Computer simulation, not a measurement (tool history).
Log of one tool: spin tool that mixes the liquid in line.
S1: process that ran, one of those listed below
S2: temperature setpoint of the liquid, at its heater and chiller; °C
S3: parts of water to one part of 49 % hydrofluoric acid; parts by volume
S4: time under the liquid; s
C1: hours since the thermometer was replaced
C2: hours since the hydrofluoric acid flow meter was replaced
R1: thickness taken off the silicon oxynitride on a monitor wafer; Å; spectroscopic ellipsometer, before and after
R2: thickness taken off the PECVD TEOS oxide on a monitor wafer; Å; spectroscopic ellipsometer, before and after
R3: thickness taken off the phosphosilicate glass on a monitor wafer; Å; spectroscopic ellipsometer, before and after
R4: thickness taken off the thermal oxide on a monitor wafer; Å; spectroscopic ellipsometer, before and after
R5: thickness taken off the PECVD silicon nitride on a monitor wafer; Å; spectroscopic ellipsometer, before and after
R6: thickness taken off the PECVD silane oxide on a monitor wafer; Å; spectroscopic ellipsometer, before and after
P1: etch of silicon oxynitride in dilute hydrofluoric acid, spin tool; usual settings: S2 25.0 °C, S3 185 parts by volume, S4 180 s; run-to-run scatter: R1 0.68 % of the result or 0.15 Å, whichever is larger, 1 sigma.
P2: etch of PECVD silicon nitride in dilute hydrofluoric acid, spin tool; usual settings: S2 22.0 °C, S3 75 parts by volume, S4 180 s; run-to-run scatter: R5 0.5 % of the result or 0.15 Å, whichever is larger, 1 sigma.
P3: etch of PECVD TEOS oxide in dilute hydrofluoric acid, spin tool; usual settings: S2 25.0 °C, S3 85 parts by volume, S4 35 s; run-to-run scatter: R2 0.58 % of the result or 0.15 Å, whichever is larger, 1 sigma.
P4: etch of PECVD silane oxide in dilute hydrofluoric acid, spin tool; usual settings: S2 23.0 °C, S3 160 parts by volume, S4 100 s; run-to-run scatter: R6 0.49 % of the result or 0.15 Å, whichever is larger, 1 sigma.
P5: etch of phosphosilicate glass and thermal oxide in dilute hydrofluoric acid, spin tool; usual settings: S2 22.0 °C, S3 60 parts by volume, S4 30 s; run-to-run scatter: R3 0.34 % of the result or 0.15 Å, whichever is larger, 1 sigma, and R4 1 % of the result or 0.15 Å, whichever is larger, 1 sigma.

| run | day | S1 | S2 | S3 | S4 | C1 | C2 | R1 | R2 | R3 | R4 | R5 | R6 |
|---|---|---|---|---|---|---|---|---|---|---|---|---|---|
| 1 | 0.546 | P1 | 25.0 | 185 | 180 | 1305.5 | 317.9 | 30.5590 |  |  |  |  |  |
| 2 | 1.150 | P1 | 25.0 | 185 | 180 | 1320.0 | 332.4 | 30.4510 |  |  |  |  |  |
| 3 | 1.512 | P1 | 25.0 | 335 | 180 | 1328.7 | 341.1 | 15.0830 |  |  |  |  |  |
| 4 | 2.133 | P3 | 25.0 | 35 | 35 | 1343.6 | 356.0 |  | 151.510 |  |  |  |  |
| 5 | 2.754 | P1 | 25.0 | 185 | 180 | 1358.5 | 370.9 | 30.4270 |  |  |  |  |  |
| 6 | 3.138 | P5 | 22.0 | 60 | 30 | 1367.7 | 380.1 |  |  | 964.37 | 22.026 |  |  |
| 7 | 3.662 | P2 | 22.0 | 75 | 180 | 1380.3 | 392.7 |  |  |  |  | 90.026 |  |
| 8 | 4.362 | P1 | 17.0 | 185 | 180 | 1397.1 | 409.5 | 20.7200 |  |  |  |  |  |
| 9 | 5.083 | P2 | 22.0 | 75 | 290 | 1414.4 | 426.8 |  |  |  |  | 144.230 |  |
| 10 | 5.812 | P1 | 25.0 | 185 | 180 | 1431.9 | 444.3 | 31.0620 |  |  |  |  |  |
|  | 6.254 | hydrofluoric acid flow meter replaced |
| 11 | 6.454 | P2 | 26.5 | 75 | 180 | 1447.3 | 4.8 |  |  |  |  | 120.160 |  |
| 12 | 6.846 | P1 | 25.0 | 185 | 180 | 1456.7 | 14.2 | 30.2960 |  |  |  |  |  |
| 13 | 7.254 | P4 | 23.0 | 160 | 100 | 1466.5 | 24.0 |  |  |  |  |  | 155.900 |
| 14 | 7.733 | P1 | 25.0 | 70 | 55 | 1478.0 | 35.5 | 27.1230 |  |  |  |  |  |
| 15 | 8.454 | P3 | 25.0 | 85 | 35 | 1495.3 | 52.8 |  | 57.964 |  |  |  |  |
| 16 | 8.804 | P1 | 25.0 | 185 | 300 | 1503.7 | 61.2 | 50.4160 |  |  |  |  |  |
| 17 | 9.492 | P1 | 25.0 | 185 | 15 | 1520.2 | 77.7 | 2.5285 |  |  |  |  |  |
| 18 | 10.004 | P2 | 22.0 | 140 | 180 | 1532.5 | 90.0 |  |  |  |  | 48.237 |  |
| 19 | 10.567 | P3 | 25.0 | 85 | 35 | 1546.0 | 103.5 |  | 58.465 |  |  |  |  |
| 20 | 11.254 | P5 | 22.0 | 105 | 30 | 1562.5 | 120.0 |  |  | 519.99 | 11.880 |  |  |
| 21 | 12.046 | P3 | 19.5 | 85 | 35 | 1581.5 | 139.0 |  | 46.309 |  |  |  |  |
| 22 | 12.467 | P1 | 25.0 | 60 | 180 | 1591.6 | 149.1 | 104.9100 |  |  |  |  |  |
| 23 | 13.038 | P5 | 22.0 | 60 | 30 | 1605.3 | 162.8 |  |  | 961.70 | 21.946 |  |  |
| 24 | 13.683 | P5 | 22.0 | 60 | 50 | 1620.8 | 178.3 |  |  | 1608.90 | 36.587 |  |  |
| 25 | 14.392 | P4 | 23.0 | 160 | 15 | 1637.8 | 195.3 |  |  |  |  |  | 23.263 |
| 26 | 14.862 | P4 | 23.0 | 255 | 100 | 1649.1 | 206.6 |  |  |  |  |  | 88.737 |
| 27 | 15.600 | P3 | 25.0 | 85 | 15 | 1666.8 | 224.3 |  | 25.335 |  |  |  |  |
| 28 | 16.379 | P4 | 30.0 | 160 | 100 | 1685.5 | 243.0 |  |  |  |  |  | 200.630 |
| 29 | 16.838 | P5 | 26.0 | 60 | 30 | 1696.5 | 254.0 |  |  | 1132.20 | 25.547 |  |  |
| 30 | 17.425 | P1 | 29.0 | 185 | 180 | 1710.6 | 268.1 | 36.5680 |  |  |  |  |  |
| 31 | 17.929 | P1 | 25.0 | 185 | 180 | 1722.7 | 280.2 | 30.2570 |  |  |  |  |  |
| 32 | 18.571 | P1 | 25.0 | 185 | 180 | 1738.1 | 295.6 | 29.4860 |  |  |  |  |  |
| 33 | 19.079 | P1 | 25.0 | 185 | 180 | 1750.3 | 307.8 | 29.3700 |  |  |  |  |  |
| 34 | 19.729 | P1 | 25.0 | 185 | 180 | 1765.9 | 323.4 | 28.5490 |  |  |  |  |  |
| 35 | 20.133 | P1 | 25.0 | 185 | 180 | 1775.6 | 333.1 | 28.3160 |  |  |  |  |  |
| 36 | 20.854 | P1 | 25.0 | 185 | 180 | 1792.9 | 350.4 | 28.8820 |  |  |  |  |  |
| 37 | 21.246 | P1 | 25.0 | 185 | 180 | 1802.3 | 359.8 | 28.7710 |  |  |  |  |  |
| 38 | 21.850 | P1 | 25.0 | 185 | 180 | 1816.8 | 374.3 | 28.8040 |  |  |  |  |  |
| 39 | 22.454 | P1 | 25.0 | 185 | 180 | 1831.3 | 388.8 | 28.4950 |  |  |  |  |  |
| 40 | 22.817 | P1 | 25.0 | 185 | 180 | 1840.0 | 397.5 | 28.5880 |  |  |  |  |  |

What P1 gives has crept away from where it was. These 2 causes fit the log equally well, each at the size given:
A: liquid colder than its thermometer reads (K) = 1.49
B: hydrofluoric acid flow below the setpoint (%) = 5.65
The creep began at about day 17.929.

4 check runs are offered, one wafer each, their results left as question marks. Which one tells the causes apart?
| check 1 | 23.179 | P2 | 22.0 | 75 | 180 |  |  |  |  |  |  | ? |  |
| check 2 | 23.179 | P5 | 22.0 | 60 | 30 |  |  |  |  | ? | ? |  |  |
| check 3 | 23.179 | P3 | 25.0 | 85 | 35 |  |  |  | ? |  |  |  |  |
| check 4 | 23.179 | P4 | 23.0 | 160 | 100 |  |  |  |  |  |  |  | ? |

What each check would give under each cause:
| check | result | if A | if B |
|---|---|---|---|
| check 1 | R5 | 81.090 | 84.777 |
| check 2 | R3 | 904.29 | 903.97 |
| check 2 | R4 | 20.513 | 20.506 |
| check 3 | R2 | 54.763 | 54.483 |
| check 4 | R6 | 147.130 | 145.510 |
How far apart the two closest causes lie, in the result that separates them most: check 1 4.45 %; check 2 0.04 %; check 3 0.51 %; check 4 1.11 %
Only check 1 tells the causes apart: in the others they would give nearly the same result.

Check 1 was then run and gave: R5 80.431 Å. Which cause is it?

It is A: liquid colder than its thermometer reads (K).
